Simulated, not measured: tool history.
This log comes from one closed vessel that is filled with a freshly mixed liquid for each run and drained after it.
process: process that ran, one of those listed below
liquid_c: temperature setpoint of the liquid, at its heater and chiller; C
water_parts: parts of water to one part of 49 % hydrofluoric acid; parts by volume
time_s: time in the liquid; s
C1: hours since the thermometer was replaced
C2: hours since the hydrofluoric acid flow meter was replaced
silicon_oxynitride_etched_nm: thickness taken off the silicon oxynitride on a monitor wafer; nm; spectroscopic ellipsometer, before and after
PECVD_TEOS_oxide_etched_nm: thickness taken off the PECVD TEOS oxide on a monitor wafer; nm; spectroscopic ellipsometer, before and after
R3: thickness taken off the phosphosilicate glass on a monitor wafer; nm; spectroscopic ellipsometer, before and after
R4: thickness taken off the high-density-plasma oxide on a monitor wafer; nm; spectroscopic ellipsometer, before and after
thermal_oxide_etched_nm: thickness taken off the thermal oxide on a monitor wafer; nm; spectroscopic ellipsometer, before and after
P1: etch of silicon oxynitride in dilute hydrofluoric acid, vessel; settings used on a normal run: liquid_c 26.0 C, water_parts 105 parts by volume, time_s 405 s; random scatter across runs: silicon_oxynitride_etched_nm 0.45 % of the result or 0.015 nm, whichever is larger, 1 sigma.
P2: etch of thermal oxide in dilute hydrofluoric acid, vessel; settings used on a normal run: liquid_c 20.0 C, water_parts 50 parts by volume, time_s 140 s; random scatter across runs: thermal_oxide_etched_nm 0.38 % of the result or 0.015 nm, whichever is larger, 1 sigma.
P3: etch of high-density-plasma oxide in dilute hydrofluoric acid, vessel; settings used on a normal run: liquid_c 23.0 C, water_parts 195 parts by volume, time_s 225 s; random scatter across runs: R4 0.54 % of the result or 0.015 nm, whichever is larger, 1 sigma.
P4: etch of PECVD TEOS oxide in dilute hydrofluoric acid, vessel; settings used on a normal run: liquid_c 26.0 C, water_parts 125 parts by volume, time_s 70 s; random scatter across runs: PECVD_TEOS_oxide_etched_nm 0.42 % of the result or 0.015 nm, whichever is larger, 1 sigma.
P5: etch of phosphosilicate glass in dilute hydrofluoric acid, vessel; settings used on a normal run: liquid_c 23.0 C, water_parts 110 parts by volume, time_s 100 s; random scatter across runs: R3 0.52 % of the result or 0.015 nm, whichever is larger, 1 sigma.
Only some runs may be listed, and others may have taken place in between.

run 1 hour=9.1 | process=P1 liquid_c=26.0 water_parts=105 time_s=405 | C1=758.5 C2=744.9 | silicon_oxynitride_etched_nm=8.6578
run 2 hour=23.3 | process=P4 liquid_c=26.0 water_parts=125 time_s=130 | C1=772.7 C2=759.1 | PECVD_TEOS_oxide_etched_nm=18.2780
run 3 hour=33.8 | process=P4 liquid_c=20.5 water_parts=125 time_s=70 | C1=783.2 C2=769.6 | PECVD_TEOS_oxide_etched_nm=7.9251
run 4 hour=44.7 | process=P1 liquid_c=26.0 water_parts=105 time_s=140 | C1=794.1 C2=780.5 | silicon_oxynitride_etched_nm=3.0016
run 5 hour=56.0 | process=P5 liquid_c=23.0 water_parts=110 time_s=50 | C1=805.4 C2=791.8 | R3=28.901
run 6 hour=73.8 | process=P1 liquid_c=26.0 water_parts=105 time_s=405 | C1=823.2 C2=809.6 | silicon_oxynitride_etched_nm=8.6324
run 7 hour=91.3 | process=P3 liquid_c=23.0 water_parts=355 time_s=225 | C1=840.7 C2=827.1 | R4=2.3565
run 8 hour=103.2 | process=P1 liquid_c=26.0 water_parts=105 time_s=405 | C1=852.6 C2=839.0 | silicon_oxynitride_etched_nm=8.7074
run 9 hour=112.3 | process=P2 liquid_c=20.0 water_parts=50 time_s=140 | C1=861.7 C2=848.1 | thermal_oxide_etched_nm=12.318
run 10 hour=125.2 | process=P5 liquid_c=23.0 water_parts=110 time_s=100 | C1=874.6 C2=861.0 | R3=57.601
run 11 hour=141.5 | process=P1 liquid_c=22.0 water_parts=180 time_s=405 | C1=890.9 C2=877.3 | silicon_oxynitride_etched_nm=3.9653
run 12 hour=155.4 | process=P1 liquid_c=26.0 water_parts=105 time_s=405 | C1=904.8 C2=891.2 | silicon_oxynitride_etched_nm=8.6478
run 13 hour=171.5 | process=P1 liquid_c=33.5 water_parts=105 time_s=405 | C1=920.9 C2=907.3 | silicon_oxynitride_etched_nm=12.1280
run 14 hour=179.6 | process=P4 liquid_c=26.0 water_parts=30 time_s=70 | C1=929.0 C2=915.4 | PECVD_TEOS_oxide_etched_nm=46.3630
run 15 hour=196.9 | process=P5 liquid_c=23.0 water_parts=20 time_s=100 | C1=946.3 C2=932.7 | R3=358.280
run 16 hour=214.1 | process=P2 liquid_c=20.0 water_parts=50 time_s=45 | C1=963.5 C2=949.9 | thermal_oxide_etched_nm=3.978
run 17 hour=226.1 | process=P1 liquid_c=26.0 water_parts=155 time_s=405 | C1=975.5 C2=961.9 | silicon_oxynitride_etched_nm=5.6418
run 18 hour=238.6 | process=P3 liquid_c=23.0 water_parts=195 time_s=225 | C1=988.0 C2=974.4 | R4=5.0119
run 19 hour=248.7 | process=P1 liquid_c=26.0 water_parts=105 time_s=405 | C1=998.1 C2=984.5 | silicon_oxynitride_etched_nm=8.6576
run 20 hour=265.2 | process=P1 liquid_c=21.0 water_parts=105 time_s=180 | C1=1014.6 C2=1001.0 | silicon_oxynitride_etched_nm=3.0622
run 21 hour=283.7 | process=P5 liquid_c=17.0 water_parts=110 time_s=100 | C1=1033.1 C2=1019.5 | R3=45.279
run 22 hour=297.3 | process=P2 liquid_c=20.0 water_parts=50 time_s=140 | C1=1046.7 C2=1033.1 | thermal_oxide_etched_nm=12.329
run 23 hour=312.6 | process=P1 liquid_c=26.0 water_parts=105 time_s=635 | C1=1062.0 C2=1048.4 | silicon_oxynitride_etched_nm=13.5690
run 24 hour=321.0 | process=P2 liquid_c=20.0 water_parts=20 time_s=140 | C1=1070.4 C2=1056.8 | thermal_oxide_etched_nm=31.963
run 25 hour=333.4 | process=P4 liquid_c=26.0 water_parts=125 time_s=70 | C1=1082.8 C2=1069.2 | PECVD_TEOS_oxide_etched_nm=9.8532
run 26 hour=349.9 | process=P1 liquid_c=20.0 water_parts=105 time_s=405 | C1=1099.3 C2=1085.7 | silicon_oxynitride_etched_nm=6.5137
run 27 hour=361.4 | process=P3 liquid_c=23.0 water_parts=195 time_s=445 | C1=1110.8 C2=1097.2 | R4=9.9332
run 28 hour=377.2 | process=P5 liquid_c=23.0 water_parts=110 time_s=100 | C1=1126.6 C2=1113.0 | R3=57.216
run 29 hour=388.3 | process=P3 liquid_c=31.0 water_parts=195 time_s=225 | C1=1137.7 C2=1124.1 | R4=6.7554
run 30 hour=402.2 | process=P1 liquid_c=26.0 water_parts=30 time_s=405 | C1=1151.6 C2=1138.0 | silicon_oxynitride_etched_nm=32.2590
run 31 hour=412.9 | process=P2 liquid_c=17.0 water_parts=50 time_s=140 | C1=1162.3 C2=1148.7 | thermal_oxide_etched_nm=10.843
run 32 hour=425.8 | process=P1 liquid_c=26.0 water_parts=105 time_s=405 | C1=1175.2 C2=1161.6 | silicon_oxynitride_etched_nm=8.6843
run 33 hour=441.1 | process=P1 liquid_c=26.0 water_parts=105 time_s=405 | C1=1190.5 C2=1176.9 | silicon_oxynitride_etched_nm=8.3262
run 34 hour=454.4 | process=P1 liquid_c=26.0 water_parts=105 time_s=405 | C1=1203.8 C2=1190.2 | silicon_oxynitride_etched_nm=8.1219
run 35 hour=468.7 | process=P1 liquid_c=26.0 water_parts=105 time_s=405 | C1=1218.1 C2=1204.5 | silicon_oxynitride_etched_nm=8.0417
run 36 hour=477.2 | process=P1 liquid_c=26.0 water_parts=105 time_s=405 | C1=1226.6 C2=1213.0 | silicon_oxynitride_etched_nm=7.9829
run 37 hour=490.3 | process=P1 liquid_c=26.0 water_parts=105 time_s=405 | C1=1239.7 C2=1226.1 | silicon_oxynitride_etched_nm=8.0202
run 38 hour=508.7 | process=P1 liquid_c=26.0 water_parts=105 time_s=405 | C1=1258.1 C2=1244.5 | silicon_oxynitride_etched_nm=7.9746
run 39 hour=521.6 | process=P1 liquid_c=26.0 water_parts=105 time_s=405 | C1=1271.0 C2=1257.4 | silicon_oxynitride_etched_nm=7.8874

P1 has crept away from where it was. The log is fitted equally well by each of these 2 causes, at the sizes shown:
A: liquid colder than its thermometer reads (K) = 1.93
B: hydrofluoric acid flow below the setpoint (%) = 7.88
Onset of the creep was near hour 425.8.

Consider the 4 check runs below, whose results appear as question marks and each of which averages 2 wafers. Which one distinguishes the causes, in that each cause would give it a clearly different result?
run check 1 hour=534.5 | process=P2 liquid_c=17.0 water_parts=50 time_s=70 | thermal_oxide_etched_nm=?
run check 2 hour=534.5 | process=P3 liquid_c=29.0 water_parts=320 time_s=225 | R4=?
run check 3 hour=534.5 | process=P5 liquid_c=23.0 water_parts=50 time_s=100 | R3=?
run check 4 hour=534.5 | process=P4 liquid_c=26.0 water_parts=40 time_s=120 | PECVD_TEOS_oxide_etched_nm=?

Outcome of each check run for each possible cause:
check=check_1 result=thermal_oxide_etched_nm if_A=4.9604 if_B=4.9489
check=check_2 result=R4 if_A=3.1133 if_B=2.9682
check=check_3 result=R3 if_A=126.570 if_B=125.690
check=check_4 result=PECVD_TEOS_oxide_etched_nm if_A=54.3910 if_B=53.9890
Smallest distance between any two causes, each pair judged by its most separating result, in per cent: check 1 0.23 %; check 2 4.77 %; check 3 0.7 %; check 4 0.74 %
Only in check 2 would the causes give clearly different results; in the remaining checks their results would be nearly the same.

Check 2 was then run and gave: R4 3.1372 nm. Which cause is it?

It was cause A: liquid colder than its thermometer reads (K).
